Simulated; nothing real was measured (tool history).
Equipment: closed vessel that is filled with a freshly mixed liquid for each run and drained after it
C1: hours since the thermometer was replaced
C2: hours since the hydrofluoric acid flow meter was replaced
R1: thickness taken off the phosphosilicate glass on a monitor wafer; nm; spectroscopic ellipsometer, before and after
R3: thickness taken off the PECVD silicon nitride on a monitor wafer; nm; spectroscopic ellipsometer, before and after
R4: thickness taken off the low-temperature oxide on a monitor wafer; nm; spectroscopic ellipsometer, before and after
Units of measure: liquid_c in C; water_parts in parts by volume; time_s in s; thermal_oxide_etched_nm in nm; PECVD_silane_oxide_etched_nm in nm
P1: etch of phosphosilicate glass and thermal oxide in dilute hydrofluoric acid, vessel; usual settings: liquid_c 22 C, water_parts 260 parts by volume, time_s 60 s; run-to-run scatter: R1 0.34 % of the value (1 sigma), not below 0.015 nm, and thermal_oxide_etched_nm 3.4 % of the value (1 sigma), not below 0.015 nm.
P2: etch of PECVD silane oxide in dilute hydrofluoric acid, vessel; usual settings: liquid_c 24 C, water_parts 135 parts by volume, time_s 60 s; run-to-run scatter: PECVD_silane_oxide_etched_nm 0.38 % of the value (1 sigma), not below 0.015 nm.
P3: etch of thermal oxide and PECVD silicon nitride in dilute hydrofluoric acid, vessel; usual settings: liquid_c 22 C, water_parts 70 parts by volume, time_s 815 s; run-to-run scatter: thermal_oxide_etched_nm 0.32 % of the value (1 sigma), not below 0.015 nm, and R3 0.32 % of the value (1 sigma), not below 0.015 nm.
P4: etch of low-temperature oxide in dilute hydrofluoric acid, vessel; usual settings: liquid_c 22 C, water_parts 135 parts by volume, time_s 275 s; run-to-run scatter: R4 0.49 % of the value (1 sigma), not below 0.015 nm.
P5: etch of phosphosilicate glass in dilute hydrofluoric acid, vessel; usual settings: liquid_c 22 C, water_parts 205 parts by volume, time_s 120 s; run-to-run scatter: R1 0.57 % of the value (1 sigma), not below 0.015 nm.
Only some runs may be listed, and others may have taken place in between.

run 1 hour=12.3 | process=P1 liquid_c=22 water_parts=260 time_s=60 | C1=928.1 C2=1335.2 | R1=30.285 thermal_oxide_etched_nm=0.82017
run 2 hour=27.8 | process=P3 liquid_c=22 water_parts=70 time_s=1585 | C1=943.6 C2=1350.7 | thermal_oxide_etched_nm=100.41 R3=89.309
run 3 hour=42.4 | process=P4 liquid_c=22 water_parts=135 time_s=275 | C1=958.2 C2=1365.3 | R4=19.552
run 4 hour=57.2 | process=P4 liquid_c=22 water_parts=135 time_s=275 | C1=973 C2=1380.1 | R4=19.93
run 5 hour=73 | process=P1 liquid_c=17 water_parts=260 time_s=60 | C1=988.8 C2=1395.9 | R1=25.09 thermal_oxide_etched_nm=0.69936
run 6 hour=82.2 | process=P1 liquid_c=22 water_parts=165 time_s=60 | C1=998 C2=1405.1 | R1=52.483 thermal_oxide_etched_nm=1.4578
run 7 hour=89.8 | process=P1 liquid_c=22 water_parts=260 time_s=30 | C1=1005.6 C2=1412.7 | R1=15.095 thermal_oxide_etched_nm=0.43042
run 8 hour=99.8 | process=P1 liquid_c=22 water_parts=260 time_s=60 | C1=1015.6 C2=1422.7 | R1=30.009 thermal_oxide_etched_nm=0.87129
run 9 hour=113.6 | process=P5 liquid_c=27 water_parts=205 time_s=120 | C1=1029.4 C2=1436.5 | R1=71.455
run 10 hour=125.9 | process=P4 liquid_c=28 water_parts=135 time_s=275 | C1=1041.7 C2=1448.8 | R4=24.89
run 11 hour=138.8 | process=P2 liquid_c=24 water_parts=230 time_s=60 | C1=1054.6 C2=1461.7 | PECVD_silane_oxide_etched_nm=3.3537
run 12 hour=148.6 | process=P2 liquid_c=19.5 water_parts=135 time_s=60 | C1=1064.4 C2=1471.5 | PECVD_silane_oxide_etched_nm=5.3919
run 13 hour=160.9 | process=P1 liquid_c=22 water_parts=75 time_s=30 | C1=1076.7 C2=1483.8 | R1=63.862 thermal_oxide_etched_nm=1.7159
run 14 hour=169.1 | process=P2 liquid_c=24 water_parts=135 time_s=60 | C1=1084.9 C2=1492 | PECVD_silane_oxide_etched_nm=6.3758
run 15 hour=181.6 | process=P1 liquid_c=22 water_parts=260 time_s=60 | C1=1097.4 C2=1504.5 | R1=30.223 thermal_oxide_etched_nm=0.80565
run 16 hour=198.6 | process=P3 liquid_c=22 water_parts=20 time_s=815 | C1=1114.4 C2=1521.5 | thermal_oxide_etched_nm=191.67 R3=154.44
run 17 hour=211.7 | process=P5 liquid_c=22 water_parts=105 time_s=120 | C1=1127.5 C2=1534.6 | R1=130.6
run 18 hour=220.6 | process=P1 liquid_c=22 water_parts=260 time_s=60 | C1=1136.4 C2=1543.5 | R1=30.273 thermal_oxide_etched_nm=0.8091
run 19 hour=228.9 | process=P2 liquid_c=24 water_parts=135 time_s=90 | C1=1144.7 C2=1551.8 | PECVD_silane_oxide_etched_nm=9.5448
run 20 hour=243.1 | process=P4 liquid_c=22 water_parts=135 time_s=155 | C1=1158.9 C2=1566 | R4=11.124
run 21 hour=260 | process=P4 liquid_c=22 water_parts=190 time_s=275 | C1=1175.8 C2=1582.9 | R4=13.299
run 22 hour=272.2 | process=P1 liquid_c=22 water_parts=260 time_s=60 | C1=1188 C2=1595.1 | R1=30.157 thermal_oxide_etched_nm=0.83506
run 23 hour=285.3 | process=P3 liquid_c=22 water_parts=70 time_s=815 | C1=1201.1 C2=1608.2 | thermal_oxide_etched_nm=51.378 R3=45.741
run 24 hour=293.9 | process=P1 liquid_c=22 water_parts=370 time_s=60 | C1=1209.7 C2=1616.8 | R1=19.156 thermal_oxide_etched_nm=0.49801
run 25 hour=306 | process=P1 liquid_c=17 water_parts=260 time_s=30 | C1=1221.8 C2=1628.9 | R1=12.512 thermal_oxide_etched_nm=0.3611
run 26 hour=317.7 | process=P5 liquid_c=22 water_parts=205 time_s=120 | C1=1233.5 C2=1640.6 | R1=59.306
run 27 hour=325 | process=P3 liquid_c=26.5 water_parts=70 time_s=815 | C1=1240.8 C2=1647.9 | thermal_oxide_etched_nm=62.291 R3=62.077
run 28 hour=333.7 | process=P1 liquid_c=22 water_parts=260 time_s=115 | C1=1249.5 C2=1656.6 | R1=57.858 thermal_oxide_etched_nm=1.635
run 29 hour=344.3 | process=P5 liquid_c=22 water_parts=205 time_s=230 | C1=1260.1 C2=1667.2 | R1=113.8
run 30 hour=353.6 | process=P1 liquid_c=27.5 water_parts=260 time_s=60 | C1=1269.4 C2=1676.5 | R1=36.691 thermal_oxide_etched_nm=1.033
run 31 hour=365.8 | process=P1 liquid_c=22 water_parts=260 time_s=60 | C1=1281.6 C2=1688.7 | R1=30.169 thermal_oxide_etched_nm=0.77148

Predict the results of run 32:
run 32 hour=382.8 | process=P1 liquid_c=22 water_parts=260 time_s=60 | C1=1298.6 C2=1705.7 | R1=? thermal_oxide_etched_nm=?

{"run 32": {"R1": 31.453, "thermal_oxide_etched_nm": 0.92497}}
